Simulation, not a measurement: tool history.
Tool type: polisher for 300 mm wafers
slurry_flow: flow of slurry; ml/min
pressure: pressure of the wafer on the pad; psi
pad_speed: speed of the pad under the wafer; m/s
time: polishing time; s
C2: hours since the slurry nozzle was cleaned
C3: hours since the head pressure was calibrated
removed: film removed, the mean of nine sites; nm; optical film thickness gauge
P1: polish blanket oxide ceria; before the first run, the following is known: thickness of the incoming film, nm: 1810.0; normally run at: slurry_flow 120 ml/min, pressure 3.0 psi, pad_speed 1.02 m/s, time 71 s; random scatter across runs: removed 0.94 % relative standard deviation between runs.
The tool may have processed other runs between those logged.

run 1 day=0.167 | slurry_flow=120 pressure=3.0 pad_speed=1.02 time=71 | wafers_polished_on_this_pad=490 C2=167.3 C3=230.7 | removed=250.55
run 2 day=0.383 | slurry_flow=75 pressure=3.0 pad_speed=1.02 time=71 | wafers_polished_on_this_pad=572 C2=172.5 C3=235.9 | removed=223.45
run 3 day=0.554 | slurry_flow=70 pressure=3.0 pad_speed=1.26 time=71 | wafers_polished_on_this_pad=637 C2=176.6 C3=240.0 | removed=267.85
run 4 day=0.812 | slurry_flow=120 pressure=3.0 pad_speed=1.02 time=71 | wafers_polished_on_this_pad=735 C2=182.8 C3=246.2 | removed=254.91
-- day=0.929 head pressure recalibrated
run 5 day=1.050 | slurry_flow=120 pressure=3.0 pad_speed=1.02 time=71 | wafers_polished_on_this_pad=825 C2=188.5 C3=2.9 | removed=254.18
run 6 day=1.246 | slurry_flow=120 pressure=3.0 pad_speed=0.46 time=71 | wafers_polished_on_this_pad=899 C2=193.2 C3=7.6 | removed=111.86
run 7 day=1.433 | slurry_flow=120 pressure=3.0 pad_speed=1.02 time=71 | wafers_polished_on_this_pad=970 C2=197.7 C3=12.1 | removed=254.04
run 8 day=1.658 | slurry_flow=175 pressure=3.0 pad_speed=1.02 time=71 | wafers_polished_on_this_pad=1055 C2=203.1 C3=17.5 | removed=263.66
run 9 day=1.879 | slurry_flow=120 pressure=1.6 pad_speed=1.02 time=71 | wafers_polished_on_this_pad=1139 C2=208.4 C3=22.8 | removed=135.50
run 10 day=2.121 | slurry_flow=120 pressure=3.0 pad_speed=1.42 time=71 | wafers_polished_on_this_pad=1231 C2=214.2 C3=28.6 | removed=353.37
run 11 day=2.375 | slurry_flow=120 pressure=4.6 pad_speed=1.02 time=71 | wafers_polished_on_this_pad=1327 C2=220.3 C3=34.7 | removed=379.67
run 12 day=2.625 | slurry_flow=120 pressure=3.0 pad_speed=1.02 time=102 | wafers_polished_on_this_pad=1422 C2=226.3 C3=40.7 | removed=354.52
run 13 day=2.875 | slurry_flow=120 pressure=3.0 pad_speed=1.02 time=71 | wafers_polished_on_this_pad=1517 C2=232.3 C3=46.7 | removed=251.89
run 14 day=3.079 | slurry_flow=120 pressure=3.0 pad_speed=1.02 time=71 | wafers_polished_on_this_pad=1594 C2=237.2 C3=51.6 | removed=254.06
run 15 day=3.242 | slurry_flow=120 pressure=3.0 pad_speed=1.02 time=32 | wafers_polished_on_this_pad=1656 C2=241.1 C3=55.5 | removed=112.30
run 16 day=3.488 | slurry_flow=120 pressure=3.0 pad_speed=1.02 time=71 | wafers_polished_on_this_pad=1749 C2=247.0 C3=61.4 | removed=247.55
run 17 day=3.642 | slurry_flow=120 pressure=3.0 pad_speed=1.02 time=71 | wafers_polished_on_this_pad=1807 C2=250.7 C3=65.1 | removed=247.60
run 18 day=3.792 | slurry_flow=120 pressure=3.0 pad_speed=1.02 time=71 | wafers_polished_on_this_pad=1864 C2=254.3 C3=68.7 | removed=237.09
run 19 day=3.946 | slurry_flow=120 pressure=3.0 pad_speed=1.02 time=71 | wafers_polished_on_this_pad=1922 C2=258.0 C3=72.4 | removed=233.80
run 20 day=4.200 | slurry_flow=120 pressure=3.0 pad_speed=1.02 time=71 | wafers_polished_on_this_pad=2019 C2=264.1 C3=78.5 | removed=232.59
run 21 day=4.379 | slurry_flow=120 pressure=3.0 pad_speed=1.02 time=71 | wafers_polished_on_this_pad=2087 C2=268.4 C3=82.8 | removed=229.79
run 22 day=4.533 | slurry_flow=120 pressure=3.0 pad_speed=1.02 time=71 | wafers_polished_on_this_pad=2145 C2=272.1 C3=86.5 | removed=226.78
-- day=4.638 head pressure recalibrated
run 23 day=4.783 | slurry_flow=120 pressure=3.0 pad_speed=1.02 time=71 | wafers_polished_on_this_pad=2240 C2=278.1 C3=3.6 | removed=226.29
run 24 day=4.992 | slurry_flow=120 pressure=3.0 pad_speed=1.02 time=71 | wafers_polished_on_this_pad=2319 C2=283.1 C3=8.6 | removed=228.64
run 25 day=5.204 | slurry_flow=120 pressure=3.0 pad_speed=1.02 time=71 | wafers_polished_on_this_pad=2399 C2=288.2 C3=13.7 | removed=226.31
run 26 day=5.458 | slurry_flow=120 pressure=3.0 pad_speed=1.02 time=71 | wafers_polished_on_this_pad=2496 C2=294.3 C3=19.8 | removed=226.22

Something has made what P1 gives creep away from where it was; the 2 causes below, each at its own stated size, fit the log equally well:
A: removal rate lost through wear of the pad, % = 9.75
B: slurry flow missing at the pad, % = 33.3
The gradual shift began around day 3.488.
Every other cause this tool's parts could produce, and why it does not fit the log:
head's pressure below its setpoint, %: serviced at day 4.638, which brought nothing back

4 check runs are offered, each on 5 wafers whose results are averaged, their results left as question marks. Which one tells the causes apart?
run check 1 day=5.712 | slurry_flow=120 pressure=4.5 pad_speed=0.60 time=71 | removed=?
run check 2 day=5.712 | slurry_flow=120 pressure=3.0 pad_speed=0.46 time=71 | removed=?
run check 3 day=5.712 | slurry_flow=120 pressure=1.7 pad_speed=0.48 time=71 | removed=?
run check 4 day=5.712 | slurry_flow=175 pressure=3.0 pad_speed=1.02 time=71 | removed=?

Predicted outcomes, by check and by cause:
check=check_1 result=removed if_A=199.490 if_B=199.460
check=check_2 result=removed if_A=101.960 if_B=101.950
check=check_3 result=removed if_A=60.289 if_B=60.282
check=check_4 result=removed if_A=241.810 if_B=249.040
Per-check spread between the two closest causes, in the result where they differ most: check 1 0.01 %; check 2 0.01 %; check 3 0.01 %; check 4 2.94 %
Check 4 distinguishes between the causes, while the remaining checks would return nearly the same result for all of them.

Check 4 was then run and gave: removed 241.730 nm. Which cause is it?

Of the candidate causes, it is A: removal rate lost through wear of the pad, %.
